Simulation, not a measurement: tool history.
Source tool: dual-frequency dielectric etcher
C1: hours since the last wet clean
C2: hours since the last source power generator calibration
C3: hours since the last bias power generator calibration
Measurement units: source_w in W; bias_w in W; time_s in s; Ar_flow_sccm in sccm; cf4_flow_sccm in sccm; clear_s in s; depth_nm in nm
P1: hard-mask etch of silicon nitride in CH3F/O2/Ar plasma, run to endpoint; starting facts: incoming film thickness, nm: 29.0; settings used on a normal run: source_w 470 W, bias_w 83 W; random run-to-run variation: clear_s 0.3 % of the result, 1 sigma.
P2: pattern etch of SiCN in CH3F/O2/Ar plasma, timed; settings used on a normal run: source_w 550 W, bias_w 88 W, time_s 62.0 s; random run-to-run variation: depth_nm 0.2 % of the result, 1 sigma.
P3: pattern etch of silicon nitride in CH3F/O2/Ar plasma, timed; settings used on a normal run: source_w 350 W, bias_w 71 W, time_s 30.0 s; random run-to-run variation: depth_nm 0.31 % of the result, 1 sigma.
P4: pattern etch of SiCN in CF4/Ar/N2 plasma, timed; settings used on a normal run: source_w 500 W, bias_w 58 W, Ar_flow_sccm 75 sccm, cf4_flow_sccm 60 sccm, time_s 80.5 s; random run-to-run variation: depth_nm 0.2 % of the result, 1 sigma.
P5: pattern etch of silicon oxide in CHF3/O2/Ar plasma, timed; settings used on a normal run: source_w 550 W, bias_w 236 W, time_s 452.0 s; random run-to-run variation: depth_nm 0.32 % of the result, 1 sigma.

{"run": 1, "hour": 4.7, "process": "P1", "source_w": 470, "bias_w": 83, "C1": 99.6, "C2": 2436.5, "C3": 3055.3, "clear_s": 37.04}
{"run": 2, "hour": 8.8, "process": "P3", "source_w": 350, "bias_w": 71, "time_s": 30.0, "C1": 103.7, "C2": 2440.6, "C3": 3059.4, "depth_nm": 19.708}
{"run": 3, "hour": 14.1, "process": "P1", "source_w": 470, "bias_w": 83, "C1": 109.0, "C2": 2445.9, "C3": 3064.7, "clear_s": 37.147}
{"run": 4, "hour": 19.6, "process": "P3", "source_w": 350, "bias_w": 71, "time_s": 30.0, "C1": 114.5, "C2": 2451.4, "C3": 3070.2, "depth_nm": 19.636}
{"run": 5, "hour": 23.2, "process": "P3", "source_w": 350, "bias_w": 95, "time_s": 30.0, "C1": 118.1, "C2": 2455.0, "C3": 3073.8, "depth_nm": 21.887}
{"run": 6, "hour": 29.6, "process": "P1", "source_w": 580, "bias_w": 63, "C1": 124.5, "C2": 2461.4, "C3": 3080.2, "clear_s": 37.411}
{"run": 7, "hour": 35.3, "process": "P2", "source_w": 680, "bias_w": 88, "time_s": 62.0, "C1": 130.2, "C2": 2467.1, "C3": 3085.9, "depth_nm": 29.718}
{"run": 8, "hour": 41.5, "process": "P2", "source_w": 550, "bias_w": 59, "time_s": 62.0, "C1": 136.4, "C2": 2473.3, "C3": 3092.1, "depth_nm": 23.963}
{"run": 9, "hour": 47.6, "process": "P3", "source_w": 350, "bias_w": 71, "time_s": 23.0, "C1": 142.5, "C2": 2479.4, "C3": 3098.2, "depth_nm": 15.104}
{"run": 10, "hour": 51.0, "process": "P4", "source_w": 500, "bias_w": 48, "time_s": 80.5, "Ar_flow_sccm": 75, "cf4_flow_sccm": 60, "C1": 145.9, "C2": 2482.8, "C3": 3101.6, "depth_nm": 68.76}
{"run": 11, "hour": 54.7, "process": "P1", "source_w": 470, "bias_w": 59, "C1": 149.6, "C2": 2486.5, "C3": 3105.3, "clear_s": 41.714}
{"run": 12, "hour": 59.0, "process": "P4", "source_w": 350, "bias_w": 58, "time_s": 80.5, "Ar_flow_sccm": 75, "cf4_flow_sccm": 60, "C1": 153.9, "C2": 2490.8, "C3": 3109.6, "depth_nm": 53.338}
{"run": 13, "hour": 61.7, "process": "P2", "source_w": 550, "bias_w": 88, "time_s": 62.0, "C1": 156.6, "C2": 2493.5, "C3": 3112.3, "depth_nm": 27.481}
{"run": 14, "hour": 66.8, "process": "P5", "source_w": 550, "bias_w": 168, "time_s": 452.0, "C1": 161.7, "C2": 2498.6, "C3": 3117.4, "depth_nm": 831.2}
{"run": 15, "hour": 70.7, "process": "P1", "source_w": 470, "bias_w": 83, "C1": 165.6, "C2": 2502.5, "C3": 3121.3, "clear_s": 37.005}
{"run": 16, "hour": 74.3, "process": "P1", "source_w": 560, "bias_w": 83, "C1": 169.2, "C2": 2506.1, "C3": 3124.9, "clear_s": 34.807}
{"run": 17, "hour": 80.1, "process": "P1", "source_w": 280, "bias_w": 83, "C1": 175.0, "C2": 2511.9, "C3": 3130.7, "clear_s": 44.793}
{"run": 18, "hour": 82.9, "process": "P5", "source_w": 760, "bias_w": 236, "time_s": 452.0, "C1": 177.8, "C2": 2514.7, "C3": 3133.5, "depth_nm": 1058.0}
{"run": 19, "hour": 86.8, "process": "P4", "source_w": 500, "bias_w": 58, "time_s": 106.5, "Ar_flow_sccm": 75, "cf4_flow_sccm": 60, "C1": 181.7, "C2": 2518.6, "C3": 3137.4, "depth_nm": 96.807}
{"run": 20, "hour": 91.3, "process": "P5", "source_w": 550, "bias_w": 236, "time_s": 331.5, "C1": 186.2, "C2": 2523.1, "C3": 3141.9, "depth_nm": 680.26}
{"run": 21, "hour": 95.9, "process": "P3", "source_w": 270, "bias_w": 71, "time_s": 30.0, "C1": 190.8, "C2": 2527.7, "C3": 3146.5, "depth_nm": 17.816}
{"run": 22, "hour": 100.0, "process": "P4", "source_w": 500, "bias_w": 58, "time_s": 80.5, "Ar_flow_sccm": 75, "cf4_flow_sccm": 60, "C1": 194.9, "C2": 2531.8, "C3": 3150.6, "depth_nm": 73.193}
{"run": 23, "hour": 103.7, "process": "P5", "source_w": 550, "bias_w": 236, "time_s": 452.0, "C1": 198.6, "C2": 2535.5, "C3": 3154.3, "depth_nm": 935.87}
{"run": 24, "hour": 108.5, "process": "P1", "source_w": 470, "bias_w": 83, "C1": 203.4, "C2": 2540.3, "C3": 3159.1, "clear_s": 37.004}
{"run": 25, "hour": 114.1, "process": "P1", "source_w": 470, "bias_w": 83, "C1": 209.0, "C2": 2545.9, "C3": 3164.7, "clear_s": 37.048}
{"run": 26, "hour": 119.3, "process": "P4", "source_w": 500, "bias_w": 58, "time_s": 80.5, "Ar_flow_sccm": 106, "cf4_flow_sccm": 60, "C1": 214.2, "C2": 2551.1, "C3": 3169.9, "depth_nm": 69.104}
{"run": 27, "hour": 123.0, "process": "P1", "source_w": 470, "bias_w": 98, "C1": 217.9, "C2": 2554.8, "C3": 3173.6, "clear_s": 34.947}
{"run": 28, "hour": 127.6, "process": "P2", "source_w": 550, "bias_w": 88, "time_s": 75.5, "C1": 222.5, "C2": 2559.4, "C3": 3178.2, "depth_nm": 33.367}
{"run": 29, "hour": 130.9, "process": "P5", "source_w": 550, "bias_w": 236, "time_s": 452.0, "C1": 225.8, "C2": 2562.7, "C3": 3181.5, "depth_nm": 934.47}
{"run": 30, "hour": 136.2, "process": "P1", "source_w": 640, "bias_w": 103, "C1": 231.1, "C2": 2568.0, "C3": 3186.8, "clear_s": 30.461}
{"run": 31, "hour": 141.6, "process": "P1", "source_w": 470, "bias_w": 83, "C1": 236.5, "C2": 2573.4, "C3": 3192.2, "clear_s": 37.118}
{"run": 32, "hour": 147.9, "process": "P4", "source_w": 500, "bias_w": 58, "time_s": 80.5, "Ar_flow_sccm": 75, "cf4_flow_sccm": 83, "C1": 242.8, "C2": 2579.7, "C3": 3198.5, "depth_nm": 76.746}
{"run": 33, "hour": 150.7, "process": "P1", "source_w": 470, "bias_w": 83, "C1": 245.6, "C2": 2582.5, "C3": 3201.3, "clear_s": 37.16}
{"run": 34, "hour": 154.3, "process": "P1", "source_w": 470, "bias_w": 83, "C1": 249.2, "C2": 2586.1, "C3": 3204.9, "clear_s": 36.782}
{"run": 35, "hour": 159.0, "process": "P1", "source_w": 470, "bias_w": 83, "C1": 253.9, "C2": 2590.8, "C3": 3209.6, "clear_s": 36.801}
{"run": 36, "hour": 162.1, "process": "P1", "source_w": 470, "bias_w": 83, "C1": 257.0, "C2": 2593.9, "C3": 3212.7, "clear_s": 36.5}
{"hour": 164.4, "done": "wet clean of the chamber"}
{"run": 37, "hour": 165.9, "process": "P1", "source_w": 470, "bias_w": 83, "C1": 1.5, "C2": 2597.7, "C3": 3216.5, "clear_s": 36.565}
{"run": 38, "hour": 171.1, "process": "P1", "source_w": 470, "bias_w": 83, "C1": 6.7, "C2": 2602.9, "C3": 3221.7, "clear_s": 36.419}
{"run": 39, "hour": 176.9, "process": "P1", "source_w": 470, "bias_w": 83, "C1": 12.5, "C2": 2608.7, "C3": 3227.5, "clear_s": 36.555}

P1 has crept away from where it was. The log is fitted equally well by each of these 2 causes, at the sizes shown:
A: bias power that arrives over what is set, % = 4.4
B: source power that arrives over what is set, % = 4.08
The creep began at about hour 150.7.
Excluded causes, each with its reason:
chamber walls in a state that raises the etch rate, %: serviced at hour 164.4, which brought nothing back

The check runs listed below each take one wafer, and their results are still question marks. Under which run would the listed causes lead to clearly different results?
{"run": "check 1", "hour": 182.7, "process": "P5", "source_w": 550, "bias_w": 236, "time_s": 452.0, "depth_nm": "?"}
{"run": "check 2", "hour": 182.7, "process": "P4", "source_w": 500, "bias_w": 58, "time_s": 80.5, "Ar_flow_sccm": 75, "cf4_flow_sccm": 60, "depth_nm": "?"}
{"run": "check 3", "hour": 182.7, "process": "P2", "source_w": 550, "bias_w": 88, "time_s": 62.0, "depth_nm": "?"}
{"run": "check 4", "hour": 182.7, "process": "P3", "source_w": 350, "bias_w": 71, "time_s": 30.0, "depth_nm": "?"}

Check results expected under each cause:
check=check_1 result=depth_nm if_A=947.940 if_B=947.630
check=check_2 result=depth_nm if_A=74.182 if_B=75.800
check=check_3 result=depth_nm if_A=27.901 if_B=27.884
check=check_4 result=depth_nm if_A=19.997 if_B=20.001
Per-check spread between the two closest causes, in the result where they differ most: check 1 0.03 %; check 2 2.16 %; check 3 0.06 %; check 4 0.02 %
Check 2 is the one run that separates the causes; every other check would come out nearly the same whichever cause is at work.

Check 2 was carried out, with these results: depth_nm 74.385 nm. Which of the listed causes is responsible?

The correct cause is A, namely: bias power that arrives over what is set, %.
